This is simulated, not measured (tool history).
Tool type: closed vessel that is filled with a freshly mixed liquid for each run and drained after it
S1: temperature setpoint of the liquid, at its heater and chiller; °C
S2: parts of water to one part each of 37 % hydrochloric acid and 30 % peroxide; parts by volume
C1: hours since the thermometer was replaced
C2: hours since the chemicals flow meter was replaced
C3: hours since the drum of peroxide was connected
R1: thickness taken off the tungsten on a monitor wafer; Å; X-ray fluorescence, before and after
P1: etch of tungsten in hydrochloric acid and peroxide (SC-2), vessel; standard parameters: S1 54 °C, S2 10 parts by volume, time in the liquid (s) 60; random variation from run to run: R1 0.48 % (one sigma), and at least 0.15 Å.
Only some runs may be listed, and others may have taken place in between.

{"run": 1, "hour": 14.9, "S1": 54, "S2": 10, "time in the liquid (s)": 60, "C1": 482.6, "C2": 1105.4, "C3": 624.3, "R1": 85.588}
{"run": 2, "hour": 22.1, "S1": 54, "S2": 10, "time in the liquid (s)": 110, "C1": 489.8, "C2": 1112.6, "C3": 631.5, "R1": 158.3}
{"run": 3, "hour": 31.3, "S1": 54, "S2": 4, "time in the liquid (s)": 60, "C1": 499, "C2": 1121.8, "C3": 640.7, "R1": 171.41}
{"run": 4, "hour": 46.0, "S1": 54, "S2": 10, "time in the liquid (s)": 60, "C1": 513.7, "C2": 1136.5, "C3": 655.4, "R1": 84.953}
{"run": 5, "hour": 60.7, "S1": 54, "S2": 10, "time in the liquid (s)": 60, "C1": 528.4, "C2": 1151.2, "C3": 670.1, "R1": 85.535}
{"run": 6, "hour": 68.2, "S1": 62, "S2": 10, "time in the liquid (s)": 60, "C1": 535.9, "C2": 1158.7, "C3": 677.6, "R1": 141.82}
{"run": 7, "hour": 78.2, "S1": 54, "S2": 16.5, "time in the liquid (s)": 60, "C1": 545.9, "C2": 1168.7, "C3": 687.6, "R1": 55.222}
{"hour": 86.6, "done": "chemicals flow meter replaced"}
{"run": 8, "hour": 87.1, "S1": 61.5, "S2": 10, "time in the liquid (s)": 115, "C1": 554.8, "C2": 0.6, "C3": 696.5, "R1": 264.53}
{"run": 9, "hour": 95.3, "S1": 62.5, "S2": 4, "time in the liquid (s)": 60, "C1": 563, "C2": 8.8, "C3": 704.7, "R1": 293.09}
{"run": 10, "hour": 108.1, "S1": 54, "S2": 10, "time in the liquid (s)": 60, "C1": 575.8, "C2": 21.6, "C3": 717.5, "R1": 85.338}
{"run": 11, "hour": 121.6, "S1": 54, "S2": 10, "time in the liquid (s)": 60, "C1": 589.3, "C2": 35.1, "C3": 731, "R1": 85.373}
{"run": 12, "hour": 132.3, "S1": 37.5, "S2": 10, "time in the liquid (s)": 60, "C1": 600, "C2": 45.8, "C3": 741.7, "R1": 27.545}
{"run": 13, "hour": 145.6, "S1": 54, "S2": 10, "time in the liquid (s)": 30, "C1": 613.3, "C2": 59.1, "C3": 755, "R1": 42.615}
{"run": 14, "hour": 161.6, "S1": 54, "S2": 10, "time in the liquid (s)": 60, "C1": 629.3, "C2": 75.1, "C3": 771, "R1": 85.235}
{"run": 15, "hour": 171.3, "S1": 54, "S2": 10, "time in the liquid (s)": 60, "C1": 639, "C2": 84.8, "C3": 780.7, "R1": 85.071}
{"run": 16, "hour": 183.9, "S1": 54, "S2": 10, "time in the liquid (s)": 60, "C1": 651.6, "C2": 97.4, "C3": 793.3, "R1": 88.26}
{"run": 17, "hour": 195.9, "S1": 54, "S2": 10, "time in the liquid (s)": 60, "C1": 663.6, "C2": 109.4, "C3": 805.3, "R1": 90.345}
{"run": 18, "hour": 210.2, "S1": 54, "S2": 10, "time in the liquid (s)": 60, "C1": 677.9, "C2": 123.7, "C3": 819.6, "R1": 91.485}
{"run": 19, "hour": 225.9, "S1": 54, "S2": 10, "time in the liquid (s)": 60, "C1": 693.6, "C2": 139.4, "C3": 835.3, "R1": 92.064}
{"run": 20, "hour": 238.1, "S1": 54, "S2": 10, "time in the liquid (s)": 60, "C1": 705.8, "C2": 151.6, "C3": 847.5, "R1": 92.165}

Run 21 comes next. What will it give?
{"run": 21, "hour": 251.6, "S1": 54, "S2": 10, "time in the liquid (s)": 60, "C1": 719.3, "C2": 165.1, "C3": 861, "R1": "?"}

{"run 21": {"R1": 92.414}}

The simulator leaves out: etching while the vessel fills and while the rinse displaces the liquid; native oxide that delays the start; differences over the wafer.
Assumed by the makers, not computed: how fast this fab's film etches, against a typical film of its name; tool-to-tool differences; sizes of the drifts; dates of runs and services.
